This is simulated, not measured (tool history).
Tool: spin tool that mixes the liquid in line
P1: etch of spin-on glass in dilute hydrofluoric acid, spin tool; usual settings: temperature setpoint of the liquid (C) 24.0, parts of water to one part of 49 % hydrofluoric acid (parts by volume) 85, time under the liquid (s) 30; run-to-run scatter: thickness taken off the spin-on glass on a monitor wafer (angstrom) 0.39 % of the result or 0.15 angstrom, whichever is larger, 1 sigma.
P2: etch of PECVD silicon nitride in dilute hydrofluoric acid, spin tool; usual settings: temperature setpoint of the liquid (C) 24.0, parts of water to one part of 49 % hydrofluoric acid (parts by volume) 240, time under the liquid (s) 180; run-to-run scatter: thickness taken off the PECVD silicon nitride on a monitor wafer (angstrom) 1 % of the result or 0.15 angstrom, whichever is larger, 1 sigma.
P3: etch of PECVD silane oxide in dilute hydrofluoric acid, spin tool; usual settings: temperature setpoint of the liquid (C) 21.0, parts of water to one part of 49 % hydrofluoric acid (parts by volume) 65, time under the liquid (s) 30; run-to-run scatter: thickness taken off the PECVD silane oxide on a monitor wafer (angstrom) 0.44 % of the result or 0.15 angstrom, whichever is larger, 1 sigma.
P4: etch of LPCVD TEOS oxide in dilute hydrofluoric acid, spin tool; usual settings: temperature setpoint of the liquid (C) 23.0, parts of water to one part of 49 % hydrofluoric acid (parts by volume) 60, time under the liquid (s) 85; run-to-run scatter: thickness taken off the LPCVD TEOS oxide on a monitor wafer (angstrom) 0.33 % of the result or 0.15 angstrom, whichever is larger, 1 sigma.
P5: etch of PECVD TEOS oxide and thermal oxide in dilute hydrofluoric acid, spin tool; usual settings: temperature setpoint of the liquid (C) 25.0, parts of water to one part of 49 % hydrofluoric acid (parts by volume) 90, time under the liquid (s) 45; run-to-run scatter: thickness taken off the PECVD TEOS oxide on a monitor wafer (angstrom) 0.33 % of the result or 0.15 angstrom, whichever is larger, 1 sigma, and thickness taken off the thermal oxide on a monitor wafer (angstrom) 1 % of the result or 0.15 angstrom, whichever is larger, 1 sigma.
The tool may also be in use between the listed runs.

| run | hour | process that ran | temperature setpoint of the liquid (C) | parts of water to one part of 49 % hydrofluoric acid (parts by volume) | time under the liquid (s) | hours since the thermometer was replaced | hours since the hydrofluoric acid flow meter was replaced | thickness taken off the spin-on glass on a monitor wafer (angstrom) | thickness taken off the PECVD silane oxide on a monitor wafer (angstrom) | thickness taken off the LPCVD TEOS oxide on a monitor wafer (angstrom) | thickness taken off the PECVD TEOS oxide on a monitor wafer (angstrom) | thickness taken off the thermal oxide on a monitor wafer (angstrom) | thickness taken off the PECVD silicon nitride on a monitor wafer (angstrom) |
|---|---|---|---|---|---|---|---|---|---|---|---|---|---|
| 1 | 5.1 | P1 | 24.0 | 85 | 30 | 2031.3 | 1374.1 | 168.070 |  |  |  |  |  |
| 2 | 15.3 | P1 | 24.0 | 45 | 30 | 2041.5 | 1384.3 | 332.800 |  |  |  |  |  |
| 3 | 22.6 | P1 | 24.0 | 85 | 15 | 2048.8 | 1391.6 | 83.628 |  |  |  |  |  |
| 4 | 28.6 | P1 | 24.0 | 85 | 30 | 2054.8 | 1397.6 | 166.590 |  |  |  |  |  |
| 5 | 34.5 | P3 | 21.0 | 65 | 30 | 2060.7 | 1403.5 |  | 85.483 |  |  |  |  |
| 6 | 39.8 | P1 | 20.0 | 115 | 30 | 2066.0 | 1408.8 | 101.730 |  |  |  |  |  |
| 7 | 44.4 | P3 | 21.0 | 65 | 30 | 2070.6 | 1413.4 |  | 85.401 |  |  |  |  |
| 8 | 51.1 | P4 | 27.0 | 60 | 85 | 2077.3 | 1420.1 |  |  | 386.500 |  |  |  |
| 9 | 58.7 | P4 | 23.0 | 25 | 85 | 2084.9 | 1427.7 |  |  | 828.510 |  |  |  |
| 10 | 69.1 | P1 | 24.0 | 85 | 30 | 2095.3 | 1438.1 | 168.200 |  |  |  |  |  |
| 11 | 77.8 | P4 | 23.0 | 60 | 85 | 2104.0 | 1446.8 |  |  | 327.930 |  |  |  |
| 12 | 85.5 | P5 | 25.0 | 90 | 15 | 2111.7 | 1454.5 |  |  |  | 30.367 | 8.0428 |  |
| 13 | 90.9 | P1 | 24.0 | 85 | 60 | 2117.1 | 1459.9 | 335.780 |  |  |  |  |  |
| 14 | 101.0 | P3 | 17.0 | 65 | 30 | 2127.2 | 1470.0 |  | 71.785 |  |  |  |  |
| 15 | 106.9 | P3 | 21.0 | 35 | 30 | 2133.1 | 1475.9 |  | 163.010 |  |  |  |  |
| 16 | 116.9 | P5 | 25.0 | 90 | 45 | 2143.1 | 1485.9 |  |  |  | 92.480 | 24.5500 |  |
| 17 | 121.8 | P5 | 25.0 | 140 | 45 | 2148.0 | 1490.8 |  |  |  | 55.677 | 14.8810 |  |
| 18 | 131.0 | P5 | 18.5 | 90 | 45 | 2157.2 | 1500.0 |  |  |  | 70.541 | 18.5410 |  |
| 19 | 140.5 | P2 | 31.5 | 240 | 180 | 2166.7 | 1509.5 |  |  |  |  |  | 40.696 |
| 20 | 147.3 | P1 | 18.0 | 85 | 30 | 2173.5 | 1516.3 | 130.610 |  |  |  |  |  |
| 21 | 154.1 | P5 | 25.0 | 90 | 45 | 2180.3 | 1523.1 |  |  |  | 92.331 | 24.7850 |  |
| 22 | 159.7 | P1 | 28.0 | 85 | 30 | 2185.9 | 1528.7 | 195.830 |  |  |  |  |  |
| 23 | 165.4 | P4 | 23.0 | 60 | 85 | 2191.6 | 1534.4 |  |  | 329.350 |  |  |  |
| 24 | 170.2 | P1 | 24.0 | 85 | 30 | 2196.4 | 1539.2 | 167.220 |  |  |  |  |  |
| 25 | 180.5 | P2 | 24.0 | 240 | 90 | 2206.7 | 1549.5 |  |  |  |  |  | 12.910 |
| 26 | 185.7 | P1 | 24.0 | 115 | 30 | 2211.9 | 1554.7 | 118.830 |  |  |  |  |  |
| 27 | 194.9 | P2 | 24.0 | 240 | 180 | 2221.1 | 1563.9 |  |  |  |  |  | 26.623 |
| 28 | 202.4 | P1 | 24.0 | 85 | 30 | 2228.6 | 1571.4 | 168.170 |  |  |  |  |  |
| 29 | 207.4 | P1 | 24.0 | 85 | 30 | 2233.6 | 1576.4 | 166.530 |  |  |  |  |  |
| 30 | 213.0 | P3 | 21.0 | 65 | 55 | 2239.2 | 1582.0 |  | 156.510 |  |  |  |  |
| 31 | 221.4 | P2 | 24.0 | 105 | 180 | 2247.6 | 1590.4 |  |  |  |  |  | 59.307 |
| 32 | 230.0 | P4 | 23.0 | 60 | 15 | 2256.2 | 1599.0 |  |  | 58.157 |  |  |  |
| 33 | 234.7 | P1 | 24.0 | 85 | 30 | 2260.9 | 1603.7 | 168.390 |  |  |  |  |  |
| 34 | 244.9 | P1 | 24.0 | 85 | 30 | 2271.1 | 1613.9 | 174.240 |  |  |  |  |  |
| 35 | 253.6 | P1 | 24.0 | 85 | 30 | 2279.8 | 1622.6 | 177.070 |  |  |  |  |  |
| 36 | 259.6 | P1 | 24.0 | 85 | 30 | 2285.8 | 1628.6 | 177.610 |  |  |  |  |  |
| 37 | 264.7 | P1 | 24.0 | 85 | 30 | 2290.9 | 1633.7 | 179.320 |  |  |  |  |  |
| 38 | 271.3 | P1 | 24.0 | 85 | 30 | 2297.5 | 1640.3 | 179.740 |  |  |  |  |  |
| 39 | 281.1 | P1 | 24.0 | 85 | 30 | 2307.3 | 1650.1 | 181.720 |  |  |  |  |  |
| 40 | 287.4 | P1 | 24.0 | 85 | 30 | 2313.6 | 1656.4 | 180.610 |  |  |  |  |  |
| 41 | 295.6 | P1 | 24.0 | 85 | 30 | 2321.8 | 1664.6 | 181.300 |  |  |  |  |  |
| 42 | 304.1 | P1 | 24.0 | 85 | 30 | 2330.3 | 1673.1 | 181.100 |  |  |  |  |  |

What P1 gives has crept away from where it was. These 2 causes fit the log equally well, each at the size given:
A: hydrofluoric acid flow above the setpoint (%) = 7.18
B: liquid hotter than its thermometer reads (K) = 1.93
The creep began at about hour 234.7.

4 check runs are offered, each on 3 wafers whose results are averaged, their results left as question marks. Which one tells the causes apart?
| check 1 | 312.6 | P4 | 23.0 | 60 | 85 |  |  |  |  | ? |  |  |  |
| check 2 | 312.6 | P2 | 24.0 | 240 | 180 |  |  |  |  |  |  |  | ? |
| check 3 | 312.6 | P5 | 25.0 | 90 | 45 |  |  |  |  |  | ? | ? |  |
| check 4 | 312.6 | P3 | 21.0 | 65 | 30 |  |  |  | ? |  |  |  |  |

What each check would give under each cause:
| check | result | if A | if B |
|---|---|---|---|
| check 1 | thickness taken off the LPCVD TEOS oxide on a monitor wafer (angstrom) | 353.710 | 355.240 |
| check 2 | thickness taken off the PECVD silicon nitride on a monitor wafer (angstrom) | 28.117 | 29.572 |
| check 3 | thickness taken off the PECVD TEOS oxide on a monitor wafer (angstrom) | 99.769 | 99.630 |
| check 3 | thickness taken off the thermal oxide on a monitor wafer (angstrom) | 26.5270 | 26.4900 |
| check 4 | thickness taken off the PECVD silane oxide on a monitor wafer (angstrom) | 91.670 | 92.157 |
How far apart the two closest causes lie, in the result that separates them most: check 1 0.43 %; check 2 5.05 %; check 3 0.14 %; check 4 0.53 %
Only check 2 tells the causes apart: in the others they would give nearly the same result.

Check 2 was then run and gave: thickness taken off the PECVD silicon nitride on a monitor wafer (angstrom) 29.313. Which cause is it?

It is B: liquid hotter than its thermometer reads (K).

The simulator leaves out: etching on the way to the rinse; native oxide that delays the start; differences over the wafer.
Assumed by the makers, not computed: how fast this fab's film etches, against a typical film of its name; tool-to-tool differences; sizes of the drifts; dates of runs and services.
